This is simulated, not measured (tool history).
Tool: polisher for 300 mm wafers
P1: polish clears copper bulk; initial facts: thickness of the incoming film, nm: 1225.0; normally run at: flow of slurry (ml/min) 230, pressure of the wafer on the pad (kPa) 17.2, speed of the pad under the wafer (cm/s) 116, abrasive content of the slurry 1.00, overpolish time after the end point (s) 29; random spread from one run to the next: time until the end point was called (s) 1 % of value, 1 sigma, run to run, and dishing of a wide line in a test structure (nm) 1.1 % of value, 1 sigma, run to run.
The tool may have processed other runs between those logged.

run	hour	flow of slurry (ml/min)	pressure of the wafer on the pad (kPa)	speed of the pad under the wafer (cm/s)	abrasive content of the slurry	overpolish time after the end point (s)	wafers polished on this pad	hours since the slurry nozzle was cleaned	hours since the head pressure was calibrated	hours since the slurry blender was calibrated	time until the end point was called (s)	dishing of a wide line in a test structure (nm)
1	10.2	230	17.2	116	1.00	29	673	580.0	803.6	113.1	152.640	52.538
2	22.9	230	26.9	116	1.00	29	765	592.7	816.3	125.8	95.512	57.329
3	39.4	230	17.2	116	1.00	29	883	609.2	832.8	142.3	148.500	52.729
4	55.2	230	17.2	116	0.50	29	997	625.0	848.6	158.1	175.130	51.141
5	66.8	230	17.2	74	1.00	29	1081	636.6	860.2	169.7	233.790	48.009
6	81.3	230	17.2	154	1.25	29	1185	651.1	874.7	184.2	105.690	52.888
7	95.7	230	24.8	116	1.00	52	1289	665.5	889.1	198.6	104.050	54.672
8	113.3	230	17.2	116	1.00	29	1415	683.1	906.7	216.2	149.790	51.880
9	125.2	230	11.0	116	1.00	29	1501	695.0	918.6	228.1	233.850	46.007
10	137.6	335	17.2	116	1.00	29	1590	707.4	931.0	240.5	143.580	52.375
11	155.2	230	17.2	116	1.00	15	1717	725.0	948.6	258.1	148.410	45.159
12	173.9	230	17.2	116	1.50	29	1851	743.7	967.3	276.8	136.250	52.146
13	189.0	230	17.2	116	1.00	29	1960	758.8	982.4	291.9	149.550	52.655
14	202.7	230	17.2	116	1.00	53	2059	772.5	996.1	305.6	148.020	54.025
15	216.5	230	17.2	116	1.00	29	2158	786.3	1009.9	319.4	150.580	52.516
16	226.1	230	17.2	176	1.00	29	2227	795.9	1019.5	329.0	97.919	53.410
17	241.6	140	17.2	116	1.00	29	2338	811.4	1035.0	344.5	157.870	52.208
18	253.4	230	17.2	116	1.00	29	2423	823.2	1046.8	356.3	148.600	53.081
19	262.1	230	17.2	150	1.00	10	2486	831.9	1055.5	365.0	115.370	42.377
20	277.4	230	17.2	116	1.00	29	2596	847.2	1070.8	380.3	149.750	52.835
21	292.6	230	17.2	116	1.00	29	2705	862.4	1086.0	395.5	152.150	52.630
22	301.6	230	17.2	116	1.00	29	2770	871.4	1095.0	404.5	150.990	51.878
23	315.8	230	17.2	116	1.00	29	2872	885.6	1109.2	418.7	155.540	51.870

The next listed run, before its measurement:
24	333.7	230	17.2	116	1.00	29	3001	903.5	1127.1	436.6	?	?

{"run 24": {"time until the end point was called (s)": 158.01, "dishing of a wide line in a test structure (nm)": 52.203}}

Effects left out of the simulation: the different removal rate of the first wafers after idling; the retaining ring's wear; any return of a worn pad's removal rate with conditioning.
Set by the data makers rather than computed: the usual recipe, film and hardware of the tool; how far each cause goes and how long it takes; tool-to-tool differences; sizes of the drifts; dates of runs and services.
